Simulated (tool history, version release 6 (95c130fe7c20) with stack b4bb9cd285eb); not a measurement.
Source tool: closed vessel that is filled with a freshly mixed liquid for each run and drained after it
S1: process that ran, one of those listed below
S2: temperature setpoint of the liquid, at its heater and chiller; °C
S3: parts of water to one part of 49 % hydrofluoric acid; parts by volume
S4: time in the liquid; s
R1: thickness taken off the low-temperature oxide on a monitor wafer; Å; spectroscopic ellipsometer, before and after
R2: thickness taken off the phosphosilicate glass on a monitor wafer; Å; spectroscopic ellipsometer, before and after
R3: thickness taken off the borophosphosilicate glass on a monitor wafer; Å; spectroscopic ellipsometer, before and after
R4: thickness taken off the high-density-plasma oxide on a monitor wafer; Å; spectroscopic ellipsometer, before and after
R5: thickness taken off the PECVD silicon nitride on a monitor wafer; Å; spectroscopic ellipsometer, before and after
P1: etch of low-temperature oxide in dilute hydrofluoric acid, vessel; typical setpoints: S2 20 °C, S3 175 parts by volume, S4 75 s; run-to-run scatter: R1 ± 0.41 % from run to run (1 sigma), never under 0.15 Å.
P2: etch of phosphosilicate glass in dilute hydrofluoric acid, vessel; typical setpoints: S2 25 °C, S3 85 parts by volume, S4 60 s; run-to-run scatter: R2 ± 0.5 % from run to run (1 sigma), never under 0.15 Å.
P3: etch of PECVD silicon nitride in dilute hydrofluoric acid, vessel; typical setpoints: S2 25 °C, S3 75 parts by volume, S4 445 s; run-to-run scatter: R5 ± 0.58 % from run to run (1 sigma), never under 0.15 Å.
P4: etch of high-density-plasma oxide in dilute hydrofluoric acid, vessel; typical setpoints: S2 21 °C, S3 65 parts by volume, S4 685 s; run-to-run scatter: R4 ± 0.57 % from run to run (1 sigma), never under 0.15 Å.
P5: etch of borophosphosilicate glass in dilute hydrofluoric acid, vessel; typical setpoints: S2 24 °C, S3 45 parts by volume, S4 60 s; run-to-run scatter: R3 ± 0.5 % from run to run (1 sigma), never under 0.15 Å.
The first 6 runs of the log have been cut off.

Run 7, hour 82: S1 P1, S2 20 °C, S3 175 parts by volume, S4 140 s. Result: R1 121.6 Å.
Run 8, hour 88.5: S1 P2, S2 25 °C, S3 85 parts by volume, S4 60 s. Result: R2 1127.9 Å.
Run 9, hour 101.9: S1 P4, S2 27 °C, S3 65 parts by volume, S4 685 s. Result: R4 665.23 Å.
Run 10, hour 116.3: S1 P1, S2 20 °C, S3 175 parts by volume, S4 75 s. Result: R1 64.512 Å.
Run 11, hour 124.8: S1 P1, S2 17 °C, S3 175 parts by volume, S4 75 s. Result: R1 57.109 Å.
Run 12, hour 131.9: S1 P4, S2 21 °C, S3 65 parts by volume, S4 685 s. Result: R4 521.87 Å.
Run 13, hour 144.1: S1 P3, S2 25 °C, S3 75 parts by volume, S4 445 s. Result: R5 304.6 Å.
Run 14, hour 159.1: S1 P3, S2 17 °C, S3 75 parts by volume, S4 445 s. Result: R5 177.57 Å.
Run 15, hour 167.9: S1 P5, S2 24 °C, S3 45 parts by volume, S4 60 s. Result: R3 453.7 Å.
Run 16, hour 178.2: S1 P1, S2 20 °C, S3 175 parts by volume, S4 75 s. Result: R1 64.714 Å.
Run 17, hour 187.8: S1 P2, S2 25 °C, S3 135 parts by volume, S4 60 s. Result: R2 677.57 Å.
Run 18, hour 196.2: S1 P4, S2 21 °C, S3 65 parts by volume, S4 1365 s. Result: R4 1037.6 Å.
Run 19, hour 205.4: S1 P4, S2 21 °C, S3 65 parts by volume, S4 685 s. Result: R4 524.74 Å.
Run 20, hour 219.9: S1 P4, S2 21 °C, S3 105 parts by volume, S4 685 s. Result: R4 310.47 Å.
Run 21, hour 233.4: S1 P3, S2 25 °C, S3 120 parts by volume, S4 445 s. Result: R5 191.62 Å.
Run 22, hour 245.6: S1 P1, S2 20 °C, S3 80 parts by volume, S4 75 s. Result: R1 156.88 Å.
Run 23, hour 259.5: S1 P2, S2 17 °C, S3 85 parts by volume, S4 60 s. Result: R2 812.96 Å.
Run 24, hour 269.3: S1 P3, S2 25 °C, S3 75 parts by volume, S4 825 s. Result: R5 565.88 Å.
Run 25, hour 278.9: S1 P5, S2 24 °C, S3 45 parts by volume, S4 120 s. Result: R3 911.75 Å.
Run 26, hour 287.8: S1 P3, S2 25 °C, S3 75 parts by volume, S4 445 s. Result: R5 304.16 Å.
Run 27, hour 295.9: S1 P1, S2 26 °C, S3 175 parts by volume, S4 75 s. Result: R1 81.189 Å.

Expected results for the next run?
Run 28, hour 307.7: S1 P1, S2 20 °C, S3 300 parts by volume, S4 75 s. Result: R1 ?.

{"run 28": {"R1": 33.707}}
